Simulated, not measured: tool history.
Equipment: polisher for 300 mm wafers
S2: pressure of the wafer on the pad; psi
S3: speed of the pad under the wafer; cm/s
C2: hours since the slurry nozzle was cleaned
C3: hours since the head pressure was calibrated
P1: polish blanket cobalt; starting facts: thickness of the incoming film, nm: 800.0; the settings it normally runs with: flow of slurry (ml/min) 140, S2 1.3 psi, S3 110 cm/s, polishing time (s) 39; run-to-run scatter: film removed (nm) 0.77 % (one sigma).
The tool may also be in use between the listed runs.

Run 1, hour 15.1: flow of slurry (ml/min) 140, S2 1.3 psi, S3 110 cm/s, polishing time (s) 39; wafers polished on this pad 423; C2 189.7; C3 64.6. Result: film removed (nm) 115.400.
Run 2, hour 30.8: flow of slurry (ml/min) 140, S2 1.3 psi, S3 110 cm/s, polishing time (s) 39; wafers polished on this pad 529; C2 205.4; C3 80.3. Result: film removed (nm) 114.300.
Run 3, hour 38.9: flow of slurry (ml/min) 140, S2 1.3 psi, S3 110 cm/s, polishing time (s) 39; wafers polished on this pad 583; C2 213.5; C3 88.4. Result: film removed (nm) 113.510.
Run 4, hour 51.5: flow of slurry (ml/min) 140, S2 1.3 psi, S3 110 cm/s, polishing time (s) 62; wafers polished on this pad 668; C2 226.1; C3 101.0. Result: film removed (nm) 184.120.
Run 5, hour 64.1: flow of slurry (ml/min) 215, S2 1.3 psi, S3 80 cm/s, polishing time (s) 39; wafers polished on this pad 753; C2 238.7; C3 113.6. Result: film removed (nm) 89.931.
Run 6, hour 74.5: flow of slurry (ml/min) 140, S2 1.3 psi, S3 110 cm/s, polishing time (s) 39; wafers polished on this pad 823; C2 249.1; C3 124.0. Result: film removed (nm) 116.220.
Run 7, hour 85.3: flow of slurry (ml/min) 95, S2 0.8 psi, S3 110 cm/s, polishing time (s) 39; wafers polished on this pad 896; C2 259.9; C3 134.8. Result: film removed (nm) 65.423.
Run 8, hour 95.2: flow of slurry (ml/min) 95, S2 1.3 psi, S3 110 cm/s, polishing time (s) 39; wafers polished on this pad 963; C2 269.8; C3 144.7. Result: film removed (nm) 105.790.
Run 9, hour 102.3: flow of slurry (ml/min) 140, S2 1.3 psi, S3 110 cm/s, polishing time (s) 39; wafers polished on this pad 1011; C2 276.9; C3 151.8. Result: film removed (nm) 115.040.
Run 10, hour 112.4: flow of slurry (ml/min) 140, S2 1.3 psi, S3 72 cm/s, polishing time (s) 39; wafers polished on this pad 1079; C2 287.0; C3 161.9. Result: film removed (nm) 75.178.
Run 11, hour 127.1: flow of slurry (ml/min) 205, S2 1.3 psi, S3 110 cm/s, polishing time (s) 39; wafers polished on this pad 1178; C2 301.7; C3 176.6. Result: film removed (nm) 121.190.
Run 12, hour 140.7: flow of slurry (ml/min) 140, S2 2.1 psi, S3 110 cm/s, polishing time (s) 39; wafers polished on this pad 1270; C2 315.3; C3 190.2. Result: film removed (nm) 186.720.
Run 13, hour 154.7: flow of slurry (ml/min) 140, S2 1.3 psi, S3 110 cm/s, polishing time (s) 20; wafers polished on this pad 1364; C2 329.3; C3 204.2. Result: film removed (nm) 58.535.
Run 14, hour 166.0: flow of slurry (ml/min) 140, S2 0.6 psi, S3 110 cm/s, polishing time (s) 39; wafers polished on this pad 1441; C2 340.6; C3 215.5. Result: film removed (nm) 53.680.
Run 15, hour 179.9: flow of slurry (ml/min) 140, S2 1.9 psi, S3 110 cm/s, polishing time (s) 49; wafers polished on this pad 1534; C2 354.5; C3 229.4. Result: film removed (nm) 210.440.
Run 16, hour 195.1: flow of slurry (ml/min) 140, S2 1.3 psi, S3 172 cm/s, polishing time (s) 39; wafers polished on this pad 1637; C2 369.7; C3 244.6. Result: film removed (nm) 181.140.
Run 17, hour 206.8: flow of slurry (ml/min) 140, S2 1.3 psi, S3 110 cm/s, polishing time (s) 39; wafers polished on this pad 1716; C2 381.4; C3 256.3. Result: film removed (nm) 114.750.
Run 18, hour 221.5: flow of slurry (ml/min) 140, S2 1.3 psi, S3 110 cm/s, polishing time (s) 39; wafers polished on this pad 1815; C2 396.1; C3 271.0. Result: film removed (nm) 114.660.
Run 19, hour 231.1: flow of slurry (ml/min) 140, S2 1.3 psi, S3 110 cm/s, polishing time (s) 39; wafers polished on this pad 1880; C2 405.7; C3 280.6. Result: film removed (nm) 112.780.
Run 20, hour 238.9: flow of slurry (ml/min) 140, S2 1.3 psi, S3 110 cm/s, polishing time (s) 39; wafers polished on this pad 1932; C2 413.5; C3 288.4. Result: film removed (nm) 111.790.
Run 21, hour 251.5: flow of slurry (ml/min) 140, S2 1.3 psi, S3 110 cm/s, polishing time (s) 39; wafers polished on this pad 2017; C2 426.1; C3 301.0. Result: film removed (nm) 110.020.
Run 22, hour 264.1: flow of slurry (ml/min) 140, S2 1.3 psi, S3 110 cm/s, polishing time (s) 39; wafers polished on this pad 2102; C2 438.7; C3 313.6. Result: film removed (nm) 108.900.
At hour 276.6: head pressure recalibrated.
Run 23, hour 277.3: flow of slurry (ml/min) 140, S2 1.3 psi, S3 110 cm/s, polishing time (s) 39; wafers polished on this pad 2191; C2 451.9; C3 0.7. Result: film removed (nm) 106.600.
Run 24, hour 288.5: flow of slurry (ml/min) 140, S2 1.3 psi, S3 110 cm/s, polishing time (s) 39; wafers polished on this pad 2267; C2 463.1; C3 11.9. Result: film removed (nm) 106.690.
Run 25, hour 301.3: flow of slurry (ml/min) 140, S2 1.3 psi, S3 110 cm/s, polishing time (s) 39; wafers polished on this pad 2353; C2 475.9; C3 24.7. Result: film removed (nm) 104.480.
Run 26, hour 309.7: flow of slurry (ml/min) 140, S2 1.3 psi, S3 110 cm/s, polishing time (s) 39; wafers polished on this pad 2410; C2 484.3; C3 33.1. Result: film removed (nm) 105.380.

Forecast run 27:
Run 27, hour 319.2: flow of slurry (ml/min) 140, S2 1.3 psi, S3 110 cm/s, polishing time (s) 39; wafers polished on this pad 2474; C2 493.8; C3 42.6. Result: film removed (nm) ?.

Run 27 yielded film removed (nm) 104.270.
